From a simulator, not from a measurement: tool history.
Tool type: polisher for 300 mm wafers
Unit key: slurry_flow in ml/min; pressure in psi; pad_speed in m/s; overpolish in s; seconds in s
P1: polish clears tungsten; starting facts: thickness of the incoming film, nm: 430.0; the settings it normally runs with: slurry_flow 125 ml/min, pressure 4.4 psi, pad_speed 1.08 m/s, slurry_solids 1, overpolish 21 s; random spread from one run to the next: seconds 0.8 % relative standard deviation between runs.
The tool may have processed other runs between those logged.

run,hour,slurry_flow,pressure,pad_speed,slurry_solids,overpolish,wafers polished on this pad,hours since the slurry nozzle was cleaned,hours since the head pressure was calibrated,hours since the slurry blender was calibrated,hours since the slurry got fresh peroxide,seconds
1,4.4,125,4.4,1.08,1,21,469,251.5,226.8,181.6,37.3,82.038
2,11.9,125,4.4,1.08,1,6,506,259,234.3,189.1,44.8,80.985
3,19.2,125,4.4,1.08,1.2,21,542,266.3,241.6,196.4,52.1,78.2
4,26,125,6.9,1.08,1,21,575,273.1,248.4,203.2,58.9,51.978
5,32.7,195,4.4,1.08,1,21,608,279.8,255.1,209.9,65.6,75.244
6,36.3,125,4.4,1.08,1,21,626,283.4,258.7,213.5,69.2,82.65
7,43,125,4.4,1.08,1,21,659,290.1,265.4,220.2,75.9,80.708
# hour 46.7: slurry tank refilled with fresh slurry and peroxide
8,48.8,125,4.4,1.08,1,21,688,295.9,271.2,226,2.2,81.12
9,56.1,125,4.4,0.76,1,21,724,303.2,278.5,233.3,9.5,116.21
10,63.5,125,4.4,1.08,1,21,760,310.6,285.9,240.7,16.9,82.248
11,71,125,2.7,1.08,0.65,21,797,318.1,293.4,248.2,24.4,148.97
12,78.2,125,4.4,1.08,0.6,21,833,325.3,300.6,255.4,31.6,93.493
# hour 79.9: worn pad replaced by a new one
13,82.3,75,4.4,0.82,1,21,11,329.4,304.7,259.5,35.7,122.93
14,89.2,125,4.4,1.08,1,43,45,336.3,311.6,266.4,42.6,80.483
15,95.9,80,4.4,1.08,1,21,78,343,318.3,273.1,49.3,90.635
16,103.3,125,4.4,1.54,1,21,115,350.4,325.7,280.5,56.7,57.504
17,110.1,125,4.4,1.08,1,21,148,357.2,332.5,287.3,63.5,81.687
18,117,125,3,1.08,1,21,182,364.1,339.4,294.2,70.4,120.54
19,121.2,125,4.4,1.08,1,21,203,368.3,343.6,298.4,74.6,81.658
20,127.2,125,4.4,1.08,1,21,233,374.3,349.6,304.4,80.6,85.424
21,131.1,125,4.4,1.08,1,21,252,378.2,353.5,308.3,84.5,87.446
22,137.1,125,4.4,1.08,1,21,282,384.2,359.5,314.3,90.5,89.066
23,143.6,125,4.4,1.08,1,21,314,390.7,366,320.8,97,91.365
# hour 148.9: slurry blender recalibrated
# hour 149.4: worn pad replaced by a new one
24,151.4,125,4.4,1.08,1,21,10,398.5,373.8,2.6,104.8,92.056
# hour 157.1: head pressure recalibrated
25,157.4,125,4.4,1.08,1,21,39,404.5,0.4,8.6,110.8,91.449
26,161.7,125,4.4,1.08,1,21,61,408.8,4.7,12.9,115.1,91.394

What does the tool deliver on the next run?
27,166.7,125,4.4,1.08,1,21,85,413.8,9.7,17.9,120.1,?

Run 27 yielded seconds 91.709 s.
